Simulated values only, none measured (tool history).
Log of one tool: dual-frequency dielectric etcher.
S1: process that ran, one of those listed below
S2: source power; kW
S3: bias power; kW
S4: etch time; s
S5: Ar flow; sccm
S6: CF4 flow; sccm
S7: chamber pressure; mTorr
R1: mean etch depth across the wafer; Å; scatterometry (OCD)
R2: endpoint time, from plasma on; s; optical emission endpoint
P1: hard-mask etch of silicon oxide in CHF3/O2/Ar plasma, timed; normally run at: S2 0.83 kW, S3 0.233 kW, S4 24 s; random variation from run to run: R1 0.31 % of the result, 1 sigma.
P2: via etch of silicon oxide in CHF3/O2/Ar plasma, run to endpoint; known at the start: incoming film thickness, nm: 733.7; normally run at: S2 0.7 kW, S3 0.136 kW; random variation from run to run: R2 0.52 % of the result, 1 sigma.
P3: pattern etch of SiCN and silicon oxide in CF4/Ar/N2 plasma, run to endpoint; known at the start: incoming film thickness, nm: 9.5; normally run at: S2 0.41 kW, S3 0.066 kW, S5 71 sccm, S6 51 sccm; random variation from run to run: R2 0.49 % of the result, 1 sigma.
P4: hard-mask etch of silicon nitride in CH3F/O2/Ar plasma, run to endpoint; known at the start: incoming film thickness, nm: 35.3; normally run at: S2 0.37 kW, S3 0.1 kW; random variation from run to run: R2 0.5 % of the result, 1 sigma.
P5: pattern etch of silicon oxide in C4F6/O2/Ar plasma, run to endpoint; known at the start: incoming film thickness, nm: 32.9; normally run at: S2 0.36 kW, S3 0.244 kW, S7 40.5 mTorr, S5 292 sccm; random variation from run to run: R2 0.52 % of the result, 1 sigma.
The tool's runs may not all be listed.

run 1 hour=5 | S1=P1 S2=0.83 S3=0.233 S4=24 | R1=577.88
run 2 hour=11.2 | S1=P1 S2=0.49 S3=0.233 S4=24 | R1=470.88
run 3 hour=14.6 | S1=P1 S2=0.61 S3=0.233 S4=16 | R1=342.37
run 4 hour=19.3 | S1=P3 S2=0.41 S3=0.066 S5=71 S6=69 | R2=11.84
run 5 hour=24.7 | S1=P2 S2=0.94 S3=0.136 | R2=356.51
run 6 hour=29.7 | S1=P5 S2=0.36 S3=0.244 S5=292 S7=31 | R2=9.9205
run 7 hour=36 | S1=P1 S2=0.83 S3=0.233 S4=30.5 | R1=732.57
run 8 hour=42.4 | S1=P3 S2=0.27 S3=0.066 S5=71 S6=51 | R2=18.01
run 9 hour=47.7 | S1=P5 S2=0.36 S3=0.244 S5=229 S7=40.5 | R2=9.9099
run 10 hour=52.5 | S1=P1 S2=0.83 S3=0.233 S4=24 | R1=578.33
run 11 hour=56.9 | S1=P4 S2=0.37 S3=0.1 | R2=48.776
run 12 hour=60.5 | S1=P2 S2=0.7 S3=0.081 | R2=466.97
run 13 hour=65.9 | S1=P1 S2=0.83 S3=0.283 S4=24 | R1=619.82
run 14 hour=72.2 | S1=P4 S2=0.37 S3=0.076 | R2=53.057
run 15 hour=77.4 | S1=P5 S2=0.36 S3=0.322 S5=292 S7=40.5 | R2=9.3444
run 16 hour=81.6 | S1=P5 S2=0.43 S3=0.244 S5=292 S7=40.5 | R2=9.655
run 17 hour=84.9 | S1=P5 S2=0.36 S3=0.244 S5=292 S7=40.5 | R2=10.187
run 18 hour=89.6 | S1=P1 S2=0.83 S3=0.233 S4=24 | R1=577.69
run 19 hour=95.3 | S1=P1 S2=0.83 S3=0.161 S4=24 | R1=508.44
run 20 hour=100.1 | S1=P4 S2=0.37 S3=0.1 | R2=48.328
run 21 hour=106.7 | S1=P1 S2=0.83 S3=0.233 S4=24 | R1=578.41
run 22 hour=112 | S1=P1 S2=0.83 S3=0.233 S4=18 | R1=433.29
run 23 hour=115.3 | S1=P2 S2=0.7 S3=0.136 | R2=401.71
run 24 hour=121.5 | S1=P1 S2=1.14 S3=0.233 S4=24 | R1=651.4
run 25 hour=127.7 | S1=P3 S2=0.41 S3=0.066 S5=71 S6=51 | R2=12.388
run 26 hour=134.1 | S1=P3 S2=0.41 S3=0.079 S5=71 S6=51 | R2=11.773
run 27 hour=139.9 | S1=P1 S2=0.83 S3=0.233 S4=24 | R1=580.44
run 28 hour=146.2 | S1=P1 S2=0.83 S3=0.233 S4=24 | R1=575.8
run 29 hour=149.9 | S1=P1 S2=0.83 S3=0.233 S4=24 | R1=579.01
run 30 hour=155 | S1=P4 S2=0.44 S3=0.1 | R2=45.613
run 31 hour=159.8 | S1=P3 S2=0.41 S3=0.066 S5=47 S6=51 | R2=11.835
run 32 hour=165.9 | S1=P1 S2=0.83 S3=0.233 S4=24 | R1=579.07
run 33 hour=172.3 | S1=P1 S2=0.83 S3=0.233 S4=24 | R1=582.04
run 34 hour=178.4 | S1=P1 S2=0.83 S3=0.233 S4=24 | R1=587.05
run 35 hour=182.6 | S1=P1 S2=0.83 S3=0.233 S4=24 | R1=584.58
-- hour=183.4 wet clean of the chamber
run 36 hour=188.5 | S1=P1 S2=0.83 S3=0.233 S4=24 | R1=590.26
run 37 hour=192.9 | S1=P1 S2=0.83 S3=0.233 S4=24 | R1=585.02
run 38 hour=199.5 | S1=P1 S2=0.83 S3=0.233 S4=24 | R1=587.6

What P1 gives has crept away from where it was. These 2 causes fit the log equally well, each at the size given:
A: source power that arrives over what is set, % = 4.21
B: bias power that arrives over what is set, % = 4.61
The creep began at about hour 165.9.
Why every other cause is out:
chamber walls in a state that raises the etch rate, %: serviced at hour 183.4, which brought nothing back

4 check runs are offered, each on 3 wafers whose results are averaged, their results left as question marks. Which one tells the causes apart?
run check 1 hour=206.1 | S1=P4 S2=0.37 S3=0.1 | R2=?
run check 2 hour=206.1 | S1=P3 S2=0.41 S3=0.066 S5=71 S6=51 | R2=?
run check 3 hour=206.1 | S1=P5 S2=0.36 S3=0.244 S5=292 S7=40.5 | R2=?
run check 4 hour=206.1 | S1=P2 S2=0.7 S3=0.136 | R2=?

What each check would give under each cause:
check=check_1 result=R2 if_A=47.593 if_B=47.528
check=check_2 result=R2 if_A=12.02 if_B=12.281
check=check_3 result=R2 if_A=10.063 if_B=10.067
check=check_4 result=R2 if_A=393.35 if_B=394.12
How far apart the two closest causes lie, in the result that separates them most: check 1 0.14 %; check 2 2.14 %; check 3 0.04 %; check 4 0.19 %
Only check 2 tells the causes apart: in the others they would give nearly the same result.

Then check 2 was run and gave: R2 12.28 s. Which cause is it?

It is B: bias power that arrives over what is set, %.

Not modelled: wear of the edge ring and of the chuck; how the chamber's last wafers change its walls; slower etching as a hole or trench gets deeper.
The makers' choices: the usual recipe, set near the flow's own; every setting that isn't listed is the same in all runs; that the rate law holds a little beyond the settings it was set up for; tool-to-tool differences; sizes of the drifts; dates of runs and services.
